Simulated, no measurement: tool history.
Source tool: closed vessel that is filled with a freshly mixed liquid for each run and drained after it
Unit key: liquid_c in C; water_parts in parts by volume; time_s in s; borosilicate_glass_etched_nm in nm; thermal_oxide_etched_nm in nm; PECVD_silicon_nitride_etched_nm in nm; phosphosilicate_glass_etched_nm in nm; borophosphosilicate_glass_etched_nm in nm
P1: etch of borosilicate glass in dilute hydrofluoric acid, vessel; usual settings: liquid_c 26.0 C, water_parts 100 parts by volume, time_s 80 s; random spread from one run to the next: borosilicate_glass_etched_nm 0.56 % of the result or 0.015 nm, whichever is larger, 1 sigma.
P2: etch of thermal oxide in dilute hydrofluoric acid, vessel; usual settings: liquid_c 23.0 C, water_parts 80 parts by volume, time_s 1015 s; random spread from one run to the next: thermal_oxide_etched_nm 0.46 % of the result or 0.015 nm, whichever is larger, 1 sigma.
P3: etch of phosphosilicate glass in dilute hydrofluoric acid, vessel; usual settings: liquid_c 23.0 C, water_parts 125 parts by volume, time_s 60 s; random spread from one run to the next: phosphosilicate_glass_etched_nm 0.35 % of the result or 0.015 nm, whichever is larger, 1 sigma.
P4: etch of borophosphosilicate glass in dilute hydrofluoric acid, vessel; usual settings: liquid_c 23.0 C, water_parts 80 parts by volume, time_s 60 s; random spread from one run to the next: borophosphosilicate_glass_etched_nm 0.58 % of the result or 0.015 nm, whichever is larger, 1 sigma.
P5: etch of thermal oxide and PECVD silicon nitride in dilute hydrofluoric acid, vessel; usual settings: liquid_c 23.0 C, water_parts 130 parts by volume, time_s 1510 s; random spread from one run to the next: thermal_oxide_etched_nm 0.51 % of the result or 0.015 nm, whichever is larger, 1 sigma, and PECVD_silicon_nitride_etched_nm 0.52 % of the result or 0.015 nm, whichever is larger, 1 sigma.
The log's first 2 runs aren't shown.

run,day,process,liquid_c,water_parts,time_s,hours since the thermometer was replaced,hours since the hydrofluoric acid flow meter was replaced,borosilicate_glass_etched_nm,thermal_oxide_etched_nm,PECVD_silicon_nitride_etched_nm,phosphosilicate_glass_etched_nm,borophosphosilicate_glass_etched_nm
3,1.917,P1,18.0,100,30,258.4,330.3,10.163,,,,
4,2.342,P1,26.0,100,80,268.6,340.5,37.244,,,,
5,3.067,P3,23.0,125,60,286.0,357.9,,,,39.970,
6,3.808,P1,26.0,100,80,303.8,375.7,36.995,,,,
7,4.292,P4,23.0,80,60,315.4,387.3,,,,,34.255
8,4.717,P4,17.0,80,60,325.6,397.5,,,,,26.881
9,5.304,P4,23.0,80,30,339.7,411.6,,,,,17.227
10,5.658,P3,23.0,125,85,348.2,420.1,,,,56.550,
11,6.317,P1,26.0,100,80,364.0,435.9,37.696,,,,
12,6.738,P1,31.5,100,80,374.1,446.0,46.397,,,,
13,7.100,P1,26.0,100,150,382.8,454.7,69.817,,,,
14,7.750,P1,20.0,100,80,398.4,470.3,29.517,,,,
15,8.179,P4,23.0,135,60,408.7,480.6,,,,,18.972
16,8.762,P2,23.0,80,1015,422.7,494.6,,53.8580,,,
17,9.138,P3,27.0,125,60,431.7,503.6,,,,46.689,
18,9.500,P1,26.0,30,80,440.4,512.3,137.800,,,,
19,9.967,P2,17.0,80,1015,451.6,523.5,,42.3480,,,
20,10.312,P5,23.0,25,1510,459.9,531.8,,320.1700,149.630,,
21,10.729,P5,31.0,130,1510,469.9,541.8,,73.3270,48.605,,
22,11.171,P2,23.0,80,95,480.5,552.4,,5.0445,,,
23,11.762,P4,23.0,80,60,494.7,566.6,,,,,34.283
24,12.238,P1,26.0,135,80,506.1,578.0,26.492,,,,
25,12.967,P1,26.0,45,145,523.6,595.5,162.420,,,,

Run 26 has not been measured yet. What should we expect?
26,13.346,P2,23.0,20,1015,532.7,604.6,,?,,,

Run 26 gave thermal_oxide_etched_nm 233.8800 nm.

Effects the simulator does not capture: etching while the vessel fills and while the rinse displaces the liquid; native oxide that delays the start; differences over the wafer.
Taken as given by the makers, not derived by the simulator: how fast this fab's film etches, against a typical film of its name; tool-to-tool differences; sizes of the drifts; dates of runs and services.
